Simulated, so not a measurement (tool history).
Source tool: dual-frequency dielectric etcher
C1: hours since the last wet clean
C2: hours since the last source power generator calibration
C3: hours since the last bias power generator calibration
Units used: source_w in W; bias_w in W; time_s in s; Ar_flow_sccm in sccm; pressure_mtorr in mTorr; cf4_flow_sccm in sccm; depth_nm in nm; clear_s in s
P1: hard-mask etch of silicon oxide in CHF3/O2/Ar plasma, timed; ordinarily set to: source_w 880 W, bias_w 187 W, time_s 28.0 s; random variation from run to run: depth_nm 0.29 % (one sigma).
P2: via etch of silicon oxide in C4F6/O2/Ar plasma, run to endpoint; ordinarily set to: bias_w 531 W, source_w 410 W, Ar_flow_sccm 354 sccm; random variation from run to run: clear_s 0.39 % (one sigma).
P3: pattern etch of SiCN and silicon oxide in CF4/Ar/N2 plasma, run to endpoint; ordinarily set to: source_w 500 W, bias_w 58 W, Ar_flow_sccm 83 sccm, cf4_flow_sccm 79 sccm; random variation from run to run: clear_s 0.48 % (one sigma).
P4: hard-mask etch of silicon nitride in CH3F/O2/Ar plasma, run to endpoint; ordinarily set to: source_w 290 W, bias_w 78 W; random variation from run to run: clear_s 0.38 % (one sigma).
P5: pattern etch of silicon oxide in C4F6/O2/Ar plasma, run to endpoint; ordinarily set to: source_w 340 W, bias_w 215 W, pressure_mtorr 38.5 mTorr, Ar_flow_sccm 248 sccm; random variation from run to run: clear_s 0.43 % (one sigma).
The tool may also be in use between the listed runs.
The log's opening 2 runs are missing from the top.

{"run": 3, "hour": 13.5, "process": "P2", "source_w": 410, "bias_w": 531, "Ar_flow_sccm": 235, "C1": 254.9, "C2": 2874.6, "C3": 2925.9, "clear_s": 38.073}
{"run": 4, "hour": 19.9, "process": "P5", "source_w": 340, "bias_w": 215, "Ar_flow_sccm": 299, "pressure_mtorr": 38.5, "C1": 261.3, "C2": 2881.0, "C3": 2932.3, "clear_s": 12.143}
{"run": 5, "hour": 25.5, "process": "P3", "source_w": 500, "bias_w": 58, "Ar_flow_sccm": 83, "cf4_flow_sccm": 79, "C1": 266.9, "C2": 2886.6, "C3": 2937.9, "clear_s": 11.451}
{"run": 6, "hour": 31.5, "process": "P1", "source_w": 1050, "bias_w": 187, "time_s": 33.5, "C1": 272.9, "C2": 2892.6, "C3": 2943.9, "depth_nm": 85.042}
{"run": 7, "hour": 37.4, "process": "P1", "source_w": 880, "bias_w": 187, "time_s": 39.5, "C1": 278.8, "C2": 2898.5, "C3": 2949.8, "depth_nm": 93.42}
{"run": 8, "hour": 40.5, "process": "P2", "source_w": 510, "bias_w": 531, "Ar_flow_sccm": 354, "C1": 281.9, "C2": 2901.6, "C3": 2952.9, "clear_s": 36.871}
{"run": 9, "hour": 44.3, "process": "P5", "source_w": 410, "bias_w": 215, "Ar_flow_sccm": 248, "pressure_mtorr": 38.5, "C1": 285.7, "C2": 2905.4, "C3": 2956.7, "clear_s": 11.147}
{"run": 10, "hour": 48.8, "process": "P5", "source_w": 340, "bias_w": 215, "Ar_flow_sccm": 248, "pressure_mtorr": 46.0, "C1": 290.2, "C2": 2909.9, "C3": 2961.2, "clear_s": 12.286}
{"run": 11, "hour": 52.9, "process": "P3", "source_w": 330, "bias_w": 58, "Ar_flow_sccm": 83, "cf4_flow_sccm": 79, "C1": 294.3, "C2": 2914.0, "C3": 2965.3, "clear_s": 16.572}
{"run": 12, "hour": 56.7, "process": "P1", "source_w": 660, "bias_w": 187, "time_s": 28.0, "C1": 298.1, "C2": 2917.8, "C3": 2969.1, "depth_nm": 59.086}
{"run": 13, "hour": 61.2, "process": "P1", "source_w": 880, "bias_w": 124, "time_s": 28.0, "C1": 302.6, "C2": 2922.3, "C3": 2973.6, "depth_nm": 57.821}
{"run": 14, "hour": 64.6, "process": "P2", "source_w": 410, "bias_w": 531, "Ar_flow_sccm": 354, "C1": 306.0, "C2": 2925.7, "C3": 2977.0, "clear_s": 40.122}
{"run": 15, "hour": 69.1, "process": "P1", "source_w": 880, "bias_w": 187, "time_s": 28.0, "C1": 310.5, "C2": 2930.2, "C3": 2981.5, "depth_nm": 65.727}
{"run": 16, "hour": 73.9, "process": "P1", "source_w": 880, "bias_w": 139, "time_s": 15.5, "C1": 315.3, "C2": 2935.0, "C3": 2986.3, "depth_nm": 33.071}
{"run": 17, "hour": 77.0, "process": "P3", "source_w": 500, "bias_w": 58, "Ar_flow_sccm": 83, "cf4_flow_sccm": 108, "C1": 318.4, "C2": 2938.1, "C3": 2989.4, "clear_s": 10.986}
{"run": 18, "hour": 82.7, "process": "P1", "source_w": 880, "bias_w": 187, "time_s": 21.5, "C1": 324.1, "C2": 2943.8, "C3": 2995.1, "depth_nm": 50.804}
{"run": 19, "hour": 88.7, "process": "P4", "source_w": 290, "bias_w": 78, "C1": 330.1, "C2": 2949.8, "C3": 3001.1, "clear_s": 42.63}
{"run": 20, "hour": 92.0, "process": "P3", "source_w": 500, "bias_w": 58, "Ar_flow_sccm": 108, "cf4_flow_sccm": 79, "C1": 333.4, "C2": 2953.1, "C3": 3004.4, "clear_s": 11.836}
{"run": 21, "hour": 96.0, "process": "P2", "source_w": 410, "bias_w": 531, "Ar_flow_sccm": 354, "C1": 337.4, "C2": 2957.1, "C3": 3008.4, "clear_s": 39.87}
{"run": 22, "hour": 101.8, "process": "P5", "source_w": 340, "bias_w": 304, "Ar_flow_sccm": 248, "pressure_mtorr": 38.5, "C1": 343.2, "C2": 2962.9, "C3": 3014.2, "clear_s": 10.678}
{"run": 23, "hour": 108.1, "process": "P3", "source_w": 500, "bias_w": 44, "Ar_flow_sccm": 83, "cf4_flow_sccm": 79, "C1": 349.5, "C2": 2969.2, "C3": 3020.5, "clear_s": 12.388}

What does the tool deliver on the next run?
{"run": 24, "hour": 112.1, "process": "P5", "source_w": 340, "bias_w": 215, "Ar_flow_sccm": 248, "pressure_mtorr": 38.5, "C1": 353.5, "C2": 2973.2, "C3": 3024.5, "clear_s": "?"}

Logged for run 24: clear_s 11.993 s.

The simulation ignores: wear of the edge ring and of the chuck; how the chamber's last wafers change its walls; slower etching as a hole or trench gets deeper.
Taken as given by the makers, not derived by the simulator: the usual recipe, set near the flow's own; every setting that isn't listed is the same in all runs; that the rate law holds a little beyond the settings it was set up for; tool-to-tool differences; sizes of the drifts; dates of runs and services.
